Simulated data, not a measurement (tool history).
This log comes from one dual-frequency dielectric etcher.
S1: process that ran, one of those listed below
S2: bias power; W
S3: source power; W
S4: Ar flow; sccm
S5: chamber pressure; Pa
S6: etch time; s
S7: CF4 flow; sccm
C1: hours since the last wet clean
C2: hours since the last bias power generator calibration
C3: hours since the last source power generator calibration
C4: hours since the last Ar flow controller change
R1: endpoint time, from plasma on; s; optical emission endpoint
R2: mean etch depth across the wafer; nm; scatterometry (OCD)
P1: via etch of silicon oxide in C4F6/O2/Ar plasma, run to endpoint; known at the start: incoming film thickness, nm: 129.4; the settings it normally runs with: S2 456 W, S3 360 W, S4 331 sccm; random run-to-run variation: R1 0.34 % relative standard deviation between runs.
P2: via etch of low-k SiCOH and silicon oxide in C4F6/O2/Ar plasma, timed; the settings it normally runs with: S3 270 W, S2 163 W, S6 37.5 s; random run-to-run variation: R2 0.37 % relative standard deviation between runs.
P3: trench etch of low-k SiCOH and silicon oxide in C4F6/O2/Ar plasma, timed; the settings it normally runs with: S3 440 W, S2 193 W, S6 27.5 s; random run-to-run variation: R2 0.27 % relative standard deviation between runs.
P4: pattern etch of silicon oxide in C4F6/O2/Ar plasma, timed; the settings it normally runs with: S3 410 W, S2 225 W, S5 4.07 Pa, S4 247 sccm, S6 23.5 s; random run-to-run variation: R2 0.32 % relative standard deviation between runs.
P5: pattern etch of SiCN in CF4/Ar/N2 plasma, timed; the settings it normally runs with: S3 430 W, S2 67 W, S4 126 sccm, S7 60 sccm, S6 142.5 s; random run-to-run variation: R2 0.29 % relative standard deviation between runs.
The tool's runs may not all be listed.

run   hour  S1   S2   S3   S4    S5     S6  S7     C1      C2      C3      C4      R1      R2
  1   13.4  P1  456  360  331                    82.2  1946.7     944  3612.9  30.606
  2   24.3  P4  225  520  247  4.07   23.5       93.1  1957.6   954.9  3623.8          89.645
  3   40.4  P4  225  410  181  4.07   23.5      109.2  1973.7     971  3639.9          84.399
  4   54.7  P4  225  410  247  4.07   23.5      123.5    1988   985.3  3654.2          82.177
  5   64.5  P1  456  480  331                   133.3  1997.8   995.1    3664  27.553
  6   71.6  P1  456  360  331                   140.4  2004.9  1002.2  3671.1  30.538
  7   82.4  P4  225  410  247   5.6   23.5      151.2  2015.7    1013  3681.9          78.726
  8   93.6  P4  225  410  247  4.07   23.5      162.4  2026.9  1024.2  3693.1          81.721
  9  100.5  P5   67  430  126        142.5  60  169.3  2033.8  1031.1    3700           110.4
 10  109.9  P2  163  270                29      178.7  2043.2  1040.5  3709.4          63.766
 11  122.2  P1  456  360  331                     191  2055.5  1052.8  3721.7  30.442
 12  133.2  P1  275  360  331                     202  2066.5  1063.8  3732.7  36.436
 13  144.1  P5   67  430  126          185  60  212.9  2077.4  1074.7  3743.6          143.75
 14  160.1  P1  456  230  259                   228.9  2093.4  1090.7  3759.6  35.105
 15  172.9  P5   52  430  126        142.5  60  241.7  2106.2  1103.5  3772.4          101.19
 16  187.2  P1  456  360  253                     256  2120.5  1117.8  3786.7  29.811
 17  195.3  P1  456  360  331                   264.1  2128.6  1125.9  3794.8  30.699
 18    211  P5   67  430  176        142.5  60  279.8  2144.3  1141.6  3810.5          104.87
 19  224.9  P4  225  410  247  4.07   15.5      293.7  2158.2  1155.5  3824.4          53.828
 20  234.5  P2  163  270              37.5      303.3  2167.8  1165.1    3834          82.699
 21  248.9  P2  163  270              37.5      317.7  2182.2  1179.5  3848.4          82.598
 22  256.7  P3  193  440              33.5      325.5    2190  1187.3  3856.2          111.87
 23  266.3  P2  112  270              37.5      335.1  2199.6  1196.9  3865.8          73.736
 24  276.3  P1  456  360  331                   345.1  2209.6  1206.9  3875.8  30.508
 25  291.9  P1  456  420  393                   360.7  2225.2  1222.5  3891.4  29.492
 26  304.7  P3  249  440              27.5      373.5    2238  1235.3  3904.2          100.24
 27  312.9  P5   67  430  126        142.5  40  381.7  2246.2  1243.5  3912.4          103.12
 28  325.9  P1  456  230  331                   394.7  2259.2  1256.5  3925.4  35.933
 29    340  P3  193  440              27.5      408.8  2273.3  1270.6  3939.5          92.188
 30  350.9  P1  585  360  331                   419.7  2284.2  1281.5  3950.4   27.82
 31    364  P2  163  360              37.5      432.8  2297.3  1294.6  3963.5          91.998
 32  373.4  P1  456  360  406                   442.2  2306.7    1304  3972.9  31.319
 33  386.8  P4  315  410  247  4.07   23.5      455.6  2320.1  1317.4  3986.3           91.08
 34  396.9  P3  193  340              27.5      465.7  2330.2  1327.5  3996.4          82.846
 35  406.6  P5   67  600  126        142.5  60  475.4  2339.9  1337.2  4006.1          148.45
 36  418.3  P1  456  360  331                   487.1  2351.6  1348.9  4017.8  30.636
 37  430.2  P1  456  360  331                     499  2363.5  1360.8  4029.7  30.873
 38  439.1  P1  456  360  331                   507.9  2372.4  1369.7  4038.6  30.816
 39  447.3  P1  456  360  331                   516.1  2380.6  1377.9  4046.8  30.874
     453.7  -- wet clean of the chamber
 40  459.9  P1  456  360  331                     6.2  2393.2  1390.5  4059.4  31.196
 41  468.1  P1  456  360  331                    14.4  2401.4  1398.7  4067.6  31.085
 42  477.6  P1  456  360  331                    23.9  2410.9  1408.2  4077.1  31.257
 43  490.4  P1  456  360  331                    36.7  2423.7    1421  4089.9  31.291
 44  501.1  P1  456  360  331                    47.4  2434.4  1431.7  4100.6  31.168
 45    510  P1  456  360  331                    56.3  2443.3  1440.6  4109.5   30.96

P1 has crept away from where it was. The log is fitted equally well by each of these 2 causes, at the sizes shown:
A: source power that arrives under what is set, % = 4.89
B: bias power that arrives under what is set, % = 4.89
At approximately hour 418.3, the process output began to creep.
All other causes, with the reason each is excluded:
chamber walls in a state that lowers the etch rate, %: serviced at hour 453.7, after the drift had started, without restoring the earlier output
Ar flow that arrives over what is set, %: cannot exceed 8; that much would move R1 by +0.9 %, which falls short of the creep or goes against it

4 check runs are offered, one wafer each, their results left as question marks. Which one tells the causes apart?
check 1  518.9  P5   67  580  166        142.5  60                       ?
check 2  518.9  P2  128  330              37.5                           ?
check 3  518.9  P3  193  340              27.5                           ?
check 4  518.9  P4  225  470  247  4.07     16                           ?

How each check would come out, cause by cause:
  check  result    if A    if B
check 1      R2  131.11  134.41
check 2      R2  81.287  81.701
check 3      R2  81.367  81.627
check 4      R2  57.545  57.718
Gap, in per cent, between the two causes that each check separates least, read from the result that separates them most: check 1 2.48 %; check 2 0.51 %; check 3 0.32 %; check 4 0.3 %
Of the check runs offered, only check 1 discriminates between the causes; the rest would read about the same regardless of which cause applies.

Then check 1 was run and gave: R2 134.67 nm. Which cause is it?

It is B: bias power that arrives under what is set, %.
